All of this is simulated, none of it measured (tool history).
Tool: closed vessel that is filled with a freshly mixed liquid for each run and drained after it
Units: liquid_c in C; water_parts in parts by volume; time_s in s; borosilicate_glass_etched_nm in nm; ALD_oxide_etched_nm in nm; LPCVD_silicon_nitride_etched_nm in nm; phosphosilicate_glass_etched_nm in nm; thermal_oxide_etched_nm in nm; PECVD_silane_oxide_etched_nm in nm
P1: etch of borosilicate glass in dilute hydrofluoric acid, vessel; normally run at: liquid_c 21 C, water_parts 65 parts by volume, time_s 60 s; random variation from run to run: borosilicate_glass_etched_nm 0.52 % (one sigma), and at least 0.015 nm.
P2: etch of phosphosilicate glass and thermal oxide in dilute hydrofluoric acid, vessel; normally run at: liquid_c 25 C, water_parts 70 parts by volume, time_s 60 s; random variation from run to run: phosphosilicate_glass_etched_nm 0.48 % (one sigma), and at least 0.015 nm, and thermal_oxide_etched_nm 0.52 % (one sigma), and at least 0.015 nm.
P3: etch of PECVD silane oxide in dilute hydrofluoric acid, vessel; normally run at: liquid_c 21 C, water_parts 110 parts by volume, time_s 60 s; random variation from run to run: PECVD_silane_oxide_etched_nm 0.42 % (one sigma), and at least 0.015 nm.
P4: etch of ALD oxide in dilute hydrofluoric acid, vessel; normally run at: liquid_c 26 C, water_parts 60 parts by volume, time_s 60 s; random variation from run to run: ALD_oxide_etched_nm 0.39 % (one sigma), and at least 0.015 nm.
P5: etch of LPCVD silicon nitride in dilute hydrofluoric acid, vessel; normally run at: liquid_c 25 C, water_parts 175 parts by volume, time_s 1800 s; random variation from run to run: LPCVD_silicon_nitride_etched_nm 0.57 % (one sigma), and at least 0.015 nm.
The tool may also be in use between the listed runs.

| run | day | process | liquid_c | water_parts | time_s | hours since the thermometer was replaced | hours since the hydrofluoric acid flow meter was replaced | borosilicate_glass_etched_nm | ALD_oxide_etched_nm | LPCVD_silicon_nitride_etched_nm | phosphosilicate_glass_etched_nm | thermal_oxide_etched_nm | PECVD_silane_oxide_etched_nm |
|---|---|---|---|---|---|---|---|---|---|---|---|---|---|
| 1 | 0.312 | P1 | 21 | 65 | 60 | 1048.2 | 375.2 | 17.297 |  |  |  |  |  |
| 2 | 0.483 | P4 | 26 | 60 | 60 | 1052.3 | 379.3 |  | 11.35 |  |  |  |  |
| 3 | 0.688 | P5 | 21 | 175 | 1800 | 1057.2 | 384.2 |  |  | 3.8196 |  |  |  |
| 4 | 1.004 | P2 | 25 | 70 | 95 | 1064.8 | 391.8 |  |  |  | 147.05 | 6.9065 |  |
| 5 | 1.212 | P4 | 26 | 60 | 100 | 1069.8 | 396.8 |  | 18.78 |  |  |  |  |
| 6 | 1.538 | P5 | 25 | 175 | 1800 | 1077.6 | 404.6 |  |  | 4.9728 |  |  |  |
| 7 | 1.767 | P5 | 25 | 175 | 710 | 1083.1 | 410.1 |  |  | 1.945 |  |  |  |
| 8 | 1.988 | P3 | 21 | 200 | 60 | 1088.4 | 415.4 |  |  |  |  |  | 9.2726 |
| 9 | 2.229 | P1 | 21 | 65 | 115 | 1094.2 | 421.2 | 33.569 |  |  |  |  |  |
| 10 | 2.575 | P1 | 21 | 65 | 60 | 1102.5 | 429.5 | 17.37 |  |  |  |  |  |
| 11 | 2.821 | P2 | 19.5 | 70 | 60 | 1108.4 | 435.4 |  |  |  | 74.09 | 3.4748 |  |
| 12 | 3.121 | P1 | 28.5 | 35 | 60 | 1115.6 | 442.6 | 45.383 |  |  |  |  |  |
| 13 | 3.462 | P1 | 21 | 65 | 60 | 1123.8 | 450.8 | 17.508 |  |  |  |  |  |
| 14 | 3.817 | P1 | 21 | 65 | 60 | 1132.3 | 459.3 | 17.567 |  |  |  |  |  |
| 15 | 4.212 | P1 | 21 | 20 | 60 | 1141.8 | 468.8 | 59.761 |  |  |  |  |  |
| 16 | 4.521 | P3 | 21 | 110 | 30 | 1149.2 | 476.2 |  |  |  |  |  | 9.2382 |
| 17 | 4.833 | P3 | 21 | 110 | 60 | 1156.7 | 483.7 |  |  |  |  |  | 18.547 |
| 18 | 5.112 | P1 | 28.5 | 65 | 60 | 1163.4 | 490.4 | 23.512 |  |  |  |  |  |
| 19 | 5.4 | P2 | 25 | 70 | 60 | 1170.3 | 497.3 |  |  |  | 92.508 | 4.3931 |  |
| 20 | 5.704 | P1 | 17 | 65 | 60 | 1177.6 | 504.6 | 14.609 |  |  |  |  |  |
| 21 | 6.092 | P4 | 26 | 60 | 60 | 1186.9 | 513.9 |  | 11.32 |  |  |  |  |
| 22 | 6.421 | P1 | 21 | 115 | 60 | 1194.8 | 521.8 | 9.2457 |  |  |  |  |  |
| 23 | 6.688 | P5 | 25 | 325 | 1800 | 1201.2 | 528.2 |  |  | 2.6739 |  |  |  |
| 24 | 7.054 | P3 | 28 | 110 | 60 | 1210 | 537 |  |  |  |  |  | 24.349 |
| 25 | 7.312 | P4 | 22 | 60 | 60 | 1216.2 | 543.2 |  | 9.6108 |  |  |  |  |
| 26 | 7.642 | P2 | 25 | 35 | 60 | 1224.1 | 551.1 |  |  |  | 193.89 | 9.2712 |  |
| 27 | 7.962 | P1 | 21 | 65 | 35 | 1231.8 | 558.8 | 10.239 |  |  |  |  |  |
| 28 | 8.354 | P2 | 25 | 70 | 60 | 1241.2 | 568.2 |  |  |  | 91.409 | 4.3891 |  |
| 29 | 8.696 | P4 | 26 | 20 | 60 | 1249.4 | 576.4 |  | 36.117 |  |  |  |  |
| 30 | 8.904 | P5 | 25 | 175 | 1800 | 1254.4 | 581.4 |  |  | 4.9542 |  |  |  |
| 31 | 9.158 | P1 | 21 | 65 | 60 | 1260.5 | 587.5 | 17.422 |  |  |  |  |  |
| 32 | 9.517 | P1 | 21 | 65 | 60 | 1269.1 | 596.1 | 17.996 |  |  |  |  |  |
| 33 | 9.858 | P1 | 21 | 65 | 60 | 1277.3 | 604.3 | 18.596 |  |  |  |  |  |
| 34 | 10.171 | P1 | 21 | 65 | 60 | 1284.8 | 611.8 | 18.907 |  |  |  |  |  |
| 35 | 10.546 | P1 | 21 | 65 | 60 | 1293.8 | 620.8 | 19.118 |  |  |  |  |  |
| 36 | 10.771 | P1 | 21 | 65 | 60 | 1299.2 | 626.2 | 19.04 |  |  |  |  |  |
| 37 | 10.983 | P1 | 21 | 65 | 60 | 1304.3 | 631.3 | 19.095 |  |  |  |  |  |
| 38 | 11.362 | P1 | 21 | 65 | 60 | 1313.4 | 640.4 | 19.342 |  |  |  |  |  |
| 39 | 11.746 | P1 | 21 | 65 | 60 | 1322.6 | 649.6 | 18.973 |  |  |  |  |  |

What P1 gives has crept away from where it was. These 2 causes fit the log equally well, each at the size given:
A: hydrofluoric acid flow above the setpoint (%) = 9.34
B: liquid hotter than its thermometer reads (K) = 2.33
The creep began at about day 9.158.

4 check runs are offered, one wafer each, their results left as question marks. Which one tells the causes apart?
| check 1 | 12.129 | P3 | 21 | 110 | 60 |  |  |  |  |  |  |  | ? |
| check 2 | 12.129 | P4 | 26 | 60 | 60 |  |  |  | ? |  |  |  |  |
| check 3 | 12.129 | P5 | 25 | 175 | 1800 |  |  |  |  | ? |  |  |  |
| check 4 | 12.129 | P2 | 25 | 70 | 60 |  |  |  |  |  | ? | ? |  |

What each check would give under each cause:
| check | result | if A | if B |
|---|---|---|---|
| check 1 | PECVD_silane_oxide_etched_nm | 20.464 | 20.325 |
| check 2 | ALD_oxide_etched_nm | 12.482 | 12.436 |
| check 3 | LPCVD_silicon_nitride_etched_nm | 5.4037 | 5.7216 |
| check 4 | phosphosilicate_glass_etched_nm | 102.01 | 101.55 |
| check 4 | thermal_oxide_etched_nm | 4.8284 | 4.8066 |
How far apart the two closest causes lie, in the result that separates them most: check 1 0.68 %; check 2 0.37 %; check 3 5.72 %; check 4 0.45 %
Only check 3 tells the causes apart: in the others they would give nearly the same result.

Check 3 was then run and gave: LPCVD_silicon_nitride_etched_nm 5.7281 nm. Which cause is it?

It is B: liquid hotter than its thermometer reads (K).

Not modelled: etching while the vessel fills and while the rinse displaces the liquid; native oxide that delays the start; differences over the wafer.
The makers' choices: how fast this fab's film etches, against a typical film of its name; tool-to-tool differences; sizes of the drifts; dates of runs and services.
